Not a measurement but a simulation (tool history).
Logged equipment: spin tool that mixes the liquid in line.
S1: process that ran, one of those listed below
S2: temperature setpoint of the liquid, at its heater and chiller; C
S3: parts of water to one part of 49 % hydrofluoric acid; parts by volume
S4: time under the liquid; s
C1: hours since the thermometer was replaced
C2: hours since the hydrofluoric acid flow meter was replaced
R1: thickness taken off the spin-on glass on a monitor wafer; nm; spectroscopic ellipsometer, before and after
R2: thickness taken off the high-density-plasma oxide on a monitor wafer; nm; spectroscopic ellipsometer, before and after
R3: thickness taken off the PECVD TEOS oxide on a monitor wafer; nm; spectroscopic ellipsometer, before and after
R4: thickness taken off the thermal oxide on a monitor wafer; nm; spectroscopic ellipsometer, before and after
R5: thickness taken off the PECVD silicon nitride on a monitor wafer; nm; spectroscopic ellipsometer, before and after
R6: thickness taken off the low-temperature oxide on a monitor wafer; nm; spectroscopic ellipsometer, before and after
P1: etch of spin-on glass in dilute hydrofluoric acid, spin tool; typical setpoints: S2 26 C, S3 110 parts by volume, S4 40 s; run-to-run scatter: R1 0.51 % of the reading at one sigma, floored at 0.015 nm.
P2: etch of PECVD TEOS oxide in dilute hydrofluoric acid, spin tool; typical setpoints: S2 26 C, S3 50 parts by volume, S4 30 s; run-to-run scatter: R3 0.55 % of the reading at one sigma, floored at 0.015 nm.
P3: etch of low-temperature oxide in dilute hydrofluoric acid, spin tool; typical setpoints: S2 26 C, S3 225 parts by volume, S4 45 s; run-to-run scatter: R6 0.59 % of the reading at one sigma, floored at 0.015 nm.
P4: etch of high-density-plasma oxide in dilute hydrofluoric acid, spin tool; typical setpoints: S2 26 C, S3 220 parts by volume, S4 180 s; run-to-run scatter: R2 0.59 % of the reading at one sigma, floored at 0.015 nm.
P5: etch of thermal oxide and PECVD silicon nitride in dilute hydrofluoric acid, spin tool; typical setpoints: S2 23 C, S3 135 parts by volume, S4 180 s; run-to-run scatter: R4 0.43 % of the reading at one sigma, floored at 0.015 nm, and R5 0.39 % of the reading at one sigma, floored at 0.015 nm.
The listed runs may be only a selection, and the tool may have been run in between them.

run 1 hour=7.3 | S1=P1 S2=26 S3=110 S4=40 | C1=577.5 C2=329.3 | R1=7.9635
run 2 hour=14.7 | S1=P4 S2=17.5 S3=220 S4=180 | C1=584.9 C2=336.7 | R2=2.8508
run 3 hour=28.5 | S1=P1 S2=33.5 S3=110 S4=40 | C1=598.7 C2=350.5 | R1=10.487
run 4 hour=41.5 | S1=P2 S2=22 S3=50 S4=30 | C1=611.7 C2=363.5 | R3=17.094
run 5 hour=55.4 | S1=P2 S2=26 S3=90 S4=30 | C1=625.6 C2=377.4 | R3=10.52
run 6 hour=68.7 | S1=P5 S2=17 S3=135 S4=180 | C1=638.9 C2=390.7 | R4=4.5494 R5=3.5736
run 7 hour=80.3 | S1=P5 S2=23 S3=135 S4=315 | C1=650.5 C2=402.3 | R4=10.109 R5=9.3376
run 8 hour=89.4 | S1=P3 S2=22 S3=225 S4=45 | C1=659.6 C2=411.4 | R6=4.1387
run 9 hour=95.9 | S1=P3 S2=26 S3=225 S4=45 | C1=666.1 C2=417.9 | R6=4.7482
run 10 hour=105 | S1=P5 S2=23 S3=135 S4=180 | C1=675.2 C2=427 | R4=5.7786 R5=5.3419
run 11 hour=118.9 | S1=P1 S2=26 S3=110 S4=40 | C1=689.1 C2=440.9 | R1=7.9667
run 12 hour=130.7 | S1=P3 S2=26 S3=405 S4=45 | C1=700.9 C2=452.7 | R6=2.1972
run 13 hour=142.7 | S1=P4 S2=26 S3=220 S4=340 | C1=712.9 C2=464.7 | R2=7.4063
run 14 hour=153.6 | S1=P4 S2=26 S3=130 S4=180 | C1=723.8 C2=475.6 | R2=7.4061
run 15 hour=161.9 | S1=P5 S2=23 S3=135 S4=180 | C1=732.1 C2=483.9 | R4=5.7929 R5=5.328
run 16 hour=169.6 | S1=P2 S2=26 S3=50 S4=30 | C1=739.8 C2=491.6 | R3=20.012
run 17 hour=177.3 | S1=P1 S2=26 S3=110 S4=40 | C1=747.5 C2=499.3 | R1=7.92
run 18 hour=183.7 | S1=P1 S2=26 S3=110 S4=15 | C1=753.9 C2=505.7 | R1=2.9758
run 19 hour=197.3 | S1=P1 S2=26 S3=110 S4=80 | C1=767.5 C2=519.3 | R1=15.949
run 20 hour=204.9 | S1=P1 S2=26 S3=65 S4=40 | C1=775.1 C2=526.9 | R1=14.221
run 21 hour=212.6 | S1=P5 S2=23 S3=245 S4=180 | C1=782.8 C2=534.6 | R4=2.8541 R5=2.9509
run 22 hour=222.3 | S1=P1 S2=26 S3=110 S4=40 | C1=792.5 C2=544.3 | R1=7.9303
run 23 hour=236.9 | S1=P2 S2=26 S3=50 S4=15 | C1=807.1 C2=558.9 | R3=9.905
run 24 hour=246.7 | S1=P1 S2=20 S3=110 S4=40 | C1=816.9 C2=568.7 | R1=6.2691
run 25 hour=256.2 | S1=P3 S2=26 S3=225 S4=25 | C1=826.4 C2=578.2 | R6=2.6575
run 26 hour=271.1 | S1=P3 S2=26 S3=225 S4=45 | C1=841.3 C2=593.1 | R6=4.8234
run 27 hour=279.2 | S1=P4 S2=26 S3=220 S4=180 | C1=849.4 C2=601.2 | R2=3.8864
run 28 hour=290.2 | S1=P1 S2=26 S3=175 S4=40 | C1=860.4 C2=612.2 | R1=4.6847
run 29 hour=300.3 | S1=P1 S2=20.5 S3=110 S4=75 | C1=870.5 C2=622.3 | R1=11.996
run 30 hour=312.8 | S1=P1 S2=26 S3=110 S4=40 | C1=883 C2=634.8 | R1=7.9439
run 31 hour=324.6 | S1=P1 S2=26 S3=110 S4=40 | C1=894.8 C2=646.6 | R1=8.3365
run 32 hour=335.8 | S1=P1 S2=26 S3=110 S4=40 | C1=906 C2=657.8 | R1=8.5002
run 33 hour=348 | S1=P1 S2=26 S3=110 S4=40 | C1=918.2 C2=670 | R1=8.6627
run 34 hour=354.4 | S1=P1 S2=26 S3=110 S4=40 | C1=924.6 C2=676.4 | R1=8.5751

For run 35, what comes out?
run 35 hour=367.2 | S1=P1 S2=26 S3=110 S4=40 | C1=937.4 C2=689.2 | R1=?

For run 35 the tool returned R1 8.7207 nm.
